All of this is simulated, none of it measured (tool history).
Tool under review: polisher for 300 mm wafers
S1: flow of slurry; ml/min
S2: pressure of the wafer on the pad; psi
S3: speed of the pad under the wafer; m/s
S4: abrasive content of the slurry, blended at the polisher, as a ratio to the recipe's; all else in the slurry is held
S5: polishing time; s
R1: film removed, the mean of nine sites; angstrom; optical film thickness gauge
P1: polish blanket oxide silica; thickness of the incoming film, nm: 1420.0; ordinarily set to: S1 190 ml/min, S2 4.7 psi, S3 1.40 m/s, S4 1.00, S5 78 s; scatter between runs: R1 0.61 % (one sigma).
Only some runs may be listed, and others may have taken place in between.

run   hour   S1   S2    S3    S4   S5      R1
  1    4.8  190  4.7  1.40  1.00   78  4020.3
  2   11.6  190  4.7  1.92  1.00   78  5158.3
  3   17.7  120  4.7  1.40  1.00   78  3715.2
  4   23.1  190  4.7  1.40  0.55   78  2871.3
  5   28.4  190  4.7  1.40  1.00   78  3931.2
  6   36.1  190  2.2  1.40  1.00  109  2596.9
  7   42.3  190  4.7  1.40  1.00   35  1789.0
  8   49.6  190  4.7  1.40  1.00   78  3988.7
  9   56.2  190  4.7  1.40  1.00  118  6040.0
 10   64.5  190  6.8  1.40  1.00   78  5747.9
 11   70.0  190  4.7  1.40  1.00   78  4028.3
 12   78.4  190  4.7  1.40  1.50   78  4661.4
 13   84.9  190  4.7  0.88  1.00   78  2735.7
 14   89.4  190  4.7  1.40  1.00   78  3988.2
 15   96.9  190  2.4  1.40  1.00   78  2043.2
 16  103.6  260  4.7  1.40  1.00   78  4119.7
 17  112.8  190  7.2  0.82  1.00   78  3979.0
 18  119.0  190  4.7  1.40  1.00   78  3952.0
 19  123.7  190  4.7  1.40  1.00   78  3803.3
 20  127.9  190  4.7  1.40  1.00   78  3756.1
 21  135.3  190  4.7  1.40  1.00   78  3643.3
     136.3  -- slurry nozzle cleaned
 22  144.5  190  4.7  1.40  1.00   78  3588.8
     146.6  -- worn pad replaced by a new one
     150.6  -- conditioning disc replaced and pad reconditioned
 23  152.1  190  4.7  1.40  1.00   78  3535.5
 24  160.0  190  4.7  1.40  1.00   78  3552.0
 25  166.2  190  4.7  1.40  1.00   78  3548.9

The log shows P1 creeping away from where it was. Any of the 2 causes listed here, at the size stated for it, fits the log just as well as the others:
A: abrasive missing from the slurry, % = 21.1
B: head's pressure below its setpoint, % = 10.8
The onset of the drift is placed at about hour 119.0.
Excluded causes, each with its reason:
removal rate lost through wear of the pad, %: serviced at hour 146.6, after the change had begun; the process did not return to its earlier output
slurry flow missing at the pad, %: serviced at hour 136.3, after the change had begun; the process did not return to its earlier output
time polished since the conditioner stopped cutting, s: serviced at hour 150.6, after the change had begun; the process did not return to its earlier output

The list below offers 4 check runs, each averaging the results of 2 wafers, and shows each result as a question mark. For which of them would the listed causes give clearly different results?
check 1  172.4  190  2.7  1.40  1.00  47   ?
check 2  172.4  190  3.5  1.90  1.00  78   ?
check 3  172.4  190  4.7  1.40  0.55  78   ?
check 4  172.4  190  4.7  1.40  1.00  53   ?

Check results expected under each cause:
  check  result    if A    if B
check 1      R1  1230.1  1230.6
check 2      R1  3378.5  3380.0
check 3      R1  2502.0  2591.3
check 4      R1  2414.6  2415.6
Per check, the gap between the least separated pair of causes, taken in the result that splits them most: check 1 0.04 %; check 2 0.04 %; check 3 3.51 %; check 4 0.04 %
Of the check runs offered, only check 3 discriminates between the causes; the rest would read about the same regardless of which cause applies.

Check 3 was carried out, with these results: R1 2578.0 angstrom. Which of the listed causes is responsible?

The correct cause is B, namely: head's pressure below its setpoint, %.
